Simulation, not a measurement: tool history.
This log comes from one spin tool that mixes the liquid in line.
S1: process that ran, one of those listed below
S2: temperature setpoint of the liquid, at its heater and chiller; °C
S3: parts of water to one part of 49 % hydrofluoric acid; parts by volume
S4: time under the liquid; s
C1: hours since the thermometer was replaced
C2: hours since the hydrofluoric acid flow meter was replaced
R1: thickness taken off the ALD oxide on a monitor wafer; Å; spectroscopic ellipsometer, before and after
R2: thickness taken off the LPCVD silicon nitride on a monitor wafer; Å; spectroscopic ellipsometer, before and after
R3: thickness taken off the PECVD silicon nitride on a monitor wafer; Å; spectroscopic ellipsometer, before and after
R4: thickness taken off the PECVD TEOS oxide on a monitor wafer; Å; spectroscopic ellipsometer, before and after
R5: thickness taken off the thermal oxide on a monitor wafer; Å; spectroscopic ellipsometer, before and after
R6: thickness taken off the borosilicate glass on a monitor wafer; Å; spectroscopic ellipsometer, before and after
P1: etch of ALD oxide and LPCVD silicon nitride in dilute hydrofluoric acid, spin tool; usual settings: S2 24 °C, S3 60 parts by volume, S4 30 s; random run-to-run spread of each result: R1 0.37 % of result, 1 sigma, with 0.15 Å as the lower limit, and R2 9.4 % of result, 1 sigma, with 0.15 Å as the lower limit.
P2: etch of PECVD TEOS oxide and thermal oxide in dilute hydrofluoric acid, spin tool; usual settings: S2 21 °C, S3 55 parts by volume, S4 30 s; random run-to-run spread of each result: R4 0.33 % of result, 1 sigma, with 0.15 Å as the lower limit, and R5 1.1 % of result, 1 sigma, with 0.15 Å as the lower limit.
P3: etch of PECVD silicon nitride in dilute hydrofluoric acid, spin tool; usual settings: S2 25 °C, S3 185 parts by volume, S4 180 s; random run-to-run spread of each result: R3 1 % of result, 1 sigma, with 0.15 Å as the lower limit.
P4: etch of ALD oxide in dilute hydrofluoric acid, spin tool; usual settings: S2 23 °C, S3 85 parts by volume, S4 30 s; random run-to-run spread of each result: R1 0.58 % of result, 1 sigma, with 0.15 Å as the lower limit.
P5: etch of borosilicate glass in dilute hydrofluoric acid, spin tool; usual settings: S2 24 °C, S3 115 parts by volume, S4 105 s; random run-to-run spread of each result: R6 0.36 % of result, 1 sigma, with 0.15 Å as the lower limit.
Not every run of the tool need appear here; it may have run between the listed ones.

run	hour	S1	S2	S3	S4	C1	C2	R1	R2	R3	R4	R5	R6
1	11.8	P1	24	60	30	318.2	401.7	124.56	2.2386				
2	21.5	P3	25	105	180	327.9	411.4			45.801			
3	34.1	P2	21	35	30	340.5	424				124.41	37.915	
4	40.2	P1	32	60	30	346.6	430.1	171.09	4.0092				
5	46.7	P1	24	60	30	353.1	436.6	125.19	2.3824				
6	54	P1	24	60	30	360.4	443.9	125.08	2.1528				
7	66.6	P1	24	60	30	373	456.5	125.9	2.3885				
8	79.9	P3	25	185	180	386.3	469.8			25.888			
9	93.1	P2	17	55	30	399.5	483				65.053	19.774	
10	100.2	P1	24	60	30	406.6	490.1	124.68	2.9115				
11	106.7	P4	23	40	30	413.1	496.6	237.56					
12	120	P4	23	85	30	426.4	509.9	105.07					
13	133	P1	24	25	30	439.4	522.9	313.55	5.3486				
14	141.9	P5	24	115	190	448.3	531.8						775.08
15	150.2	P1	24	95	30	456.6	540.1	75.404	1.2087				
16	163	P2	21	55	15	469.4	552.9				38.773	11.698	
17	174.4	P3	25	185	180	480.8	564.3			26.011			
18	182.6	P4	23	85	15	489	572.5	52.583					
19	193	P5	24	115	105	499.4	582.9						425.25
# hour 193.5: thermometer replaced
20	206.4	P5	24	35	105	13	596.3						1556.5
21	218.7	P3	25	185	340	25.3	608.6			49.024			
22	226.2	P2	21	55	30	32.8	616.1				77.027	23.606	
23	236.3	P5	24	115	105	42.9	626.2						426.94
24	244.6	P1	24	90	15	51.2	634.5	40.015	0.64557				
25	255.6	P3	18	185	180	62.2	645.5			16.417			
26	266.6	P4	30	85	30	73.2	656.5	138.64					
27	280.3	P1	24	60	15	86.9	670.2	62.961	1.1665				
28	291.5	P4	23	85	30	98.1	681.4	103.68					
29	304.8	P1	20	60	30	111.4	694.7	106.23	1.9161				
30	318.3	P5	17	115	105	124.9	708.2						321.64
31	327.4	P1	24	60	60	134	717.3	249.64	5.1436				
32	333.6	P1	24	60	30	140.2	723.5	124.65	2.5513				
33	342.3	P1	24	60	30	148.9	732.2	128.18	2.6602				
34	353.3	P1	24	60	30	159.9	743.2	129.8	2.6335				
35	362.4	P1	24	60	30	169	752.3	130.92	2.5961				
36	373.6	P1	24	60	30	180.2	763.5	131.54	2.7116				
37	386	P1	24	60	30	192.6	775.9	131.88	3.0079				
38	397.5	P1	24	60	30	204.1	787.4	132.86	2.5391				
39	408	P1	24	60	30	214.6	797.9	131.88	3.0466				

Compared with where it was, what P1 gives has crept away. Each cause listed below fits the log as well as the rest, at the size given for it:
A: hydrofluoric acid flow above the setpoint (%) = 5.74
B: liquid hotter than its thermometer reads (K) = 1.49
The creep began at about hour 333.6.

You are offered 4 check runs, listed below with question marks in place of their results; each one averages 5 wafers. Which run separates the listed causes by giving clearly different results for each?
check 1	418.5	P2	17	55	15						?	?	
check 2	418.5	P5	17.5	75	105								?
check 3	418.5	P3	19.5	185	255					?			
check 4	418.5	P4	23	40	15			?					

Check results expected under each cause:
check	result	if A	if B
check 1	R4	34.395	34.567
check 1	R5	10.533	10.585
check 2	R6	557.04	558.65
check 3	R3	27.409	28.64
check 4	R1	125.43	125.85
Per-check spread between the two closest causes, in the result where they differ most: check 1 0.5 %; check 2 0.29 %; check 3 4.39 %; check 4 0.33 %
Check 3 tells the causes apart: in the others they would give nearly the same result.

Then check 3 was run and gave: R3 28.587 Å. Which cause is it?

It is B: liquid hotter than its thermometer reads (K).

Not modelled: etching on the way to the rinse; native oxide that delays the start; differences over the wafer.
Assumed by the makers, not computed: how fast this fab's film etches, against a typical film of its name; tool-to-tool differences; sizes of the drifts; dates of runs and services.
